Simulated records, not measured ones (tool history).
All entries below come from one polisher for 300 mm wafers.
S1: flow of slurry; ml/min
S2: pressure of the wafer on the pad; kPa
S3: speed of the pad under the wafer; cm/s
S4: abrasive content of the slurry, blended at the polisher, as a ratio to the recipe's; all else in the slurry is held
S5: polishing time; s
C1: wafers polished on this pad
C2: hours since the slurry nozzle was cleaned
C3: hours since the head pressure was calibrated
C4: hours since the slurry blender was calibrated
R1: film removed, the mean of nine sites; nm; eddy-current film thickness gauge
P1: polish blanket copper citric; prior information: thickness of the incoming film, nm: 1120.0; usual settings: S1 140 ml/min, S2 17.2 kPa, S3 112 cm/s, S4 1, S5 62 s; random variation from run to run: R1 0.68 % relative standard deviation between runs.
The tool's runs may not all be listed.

run   hour   S1    S2   S3    S4  S5    C1     C2     C3     C4      R1
  1    4.9  140  17.2  112     1  62   918  140.7  533.9   83.1  109.34
  2    9.7  215  17.2  162     1  62   992  145.5  538.7   87.9  166.31
  3   15.9  140  17.2  112     1  28  1086  151.7  544.9   94.1  48.986
  4   24.5  140  17.2  174     1  62  1217  160.3  553.5  102.7  168.69
      26.4  -- slurry blender recalibrated
  5   33.3  140  17.2  112     1  62  1351  169.1  562.3    6.9  108.88
  6   41.7  140  17.2  112     1  84  1480  177.5  570.7   15.3  147.54
  7   47.4  140  17.2   50     1  62  1566  183.2  576.4     21  50.612
  8   56.2  220  17.2  112     1  62  1701    192  585.2   29.8  117.26
  9   64.6  140   9.7  112   0.6  62  1829  200.4  593.6   38.2  55.685
 10   72.5  140  17.2   84     1  78  1949  208.3  601.5   46.1  102.76
 11   76.4  140  17.2  112     1  62  2009  212.2  605.4     50  107.02
 12   84.2   90  17.2  112     1  62  2128    220  613.2   57.8  97.201
 13   90.9  140   7.6  112     1  62  2230  226.7  619.9   64.5  49.926
 14   98.3  140  17.2  112  1.45  62  2343  234.1  627.3   71.9  119.31
     104.9  -- head pressure recalibrated
 15  106.2  140  17.2  112     1  62  2463    242    1.3   79.8  109.45
 16  113.7  140  17.2  112   0.5  62  2578  249.5    8.8   87.3   93.99
 17  119.2  140  26.9  112     1  62  2662    255   14.3   92.8  171.17
 18  125.1  140  17.2  112     1  62  2752  260.9   20.2   98.7  108.28
 19  133.1  140  17.2  112     1  62  2874  268.9   28.2  106.7  109.44
 20  138.7  140  17.2  112     1  62  2959  274.5   33.8  112.3  107.19
 21  146.6  140  17.2  112     1  62  3079  282.4   41.7  120.2  104.28
     153.8  -- slurry blender recalibrated
 22  154.9  140  17.2  112     1  62  3206  290.7     50    1.1  102.14
 23  162.1  140  17.2  112     1  62  3316  297.9   57.2    8.3   101.2
 24  166.1  140  17.2  112     1  62  3377  301.9   61.2   12.3  100.69
 25  174.9  140  17.2  112     1  62  3511  310.7     70   21.1  100.86
     175.8  -- worn pad replaced by a new one
 26  180.8  140  17.2  112     1  62    76  316.6   75.9     27  99.548
 27  186.6  140  17.2  112     1  62   165  322.4   81.7   32.8  99.817
 28  190.9  140  17.2  112     1  62   230  326.7     86   37.1  98.425

The output of P1 has drifted from where it used to be. Each of the 2 causes below, taken at the size shown beside it, accounts for the log equally well:
A: slurry flow missing at the pad, % = 34.2
B: head's pressure below its setpoint, % = 9.19
The gradual shift began around hour 133.1.
Other possible causes, and why each is ruled out:
removal rate lost through wear of the pad, %: serviced at hour 175.8, which brought nothing back
abrasive missing from the slurry, %: serviced at hour 153.8, which brought nothing back

The 4 check runs listed below each average the results of 3 wafers, and their outcomes are marked with question marks. Under which run would the listed causes produce clearly different results?
check 1  195.2  140   7.6  112  0.55  62                   ?
check 2  195.2  210  17.2  112  1.45  62                   ?
check 3  195.2  140  24.1   60     1  62                   ?
check 4  195.2  140  26.9  112     1  28                   ?

Check results expected under each cause:
  check  result    if A    if B
check 1      R1  39.897  40.021
check 2      R1  118.07  114.68
check 3      R1  75.142  75.204
check 4      R1  69.339  69.274
Minimum pairwise separation of causes per check, each pair taken at its best-separating result: check 1 0.31 %; check 2 2.91 %; check 3 0.08 %; check 4 0.09 %
Check 2 tells the causes apart: in the others they would give nearly the same result.

Check 2 was carried out, with these results: R1 118.7 nm. Which of the listed causes is responsible?

The cause is A: slurry flow missing at the pad, %.
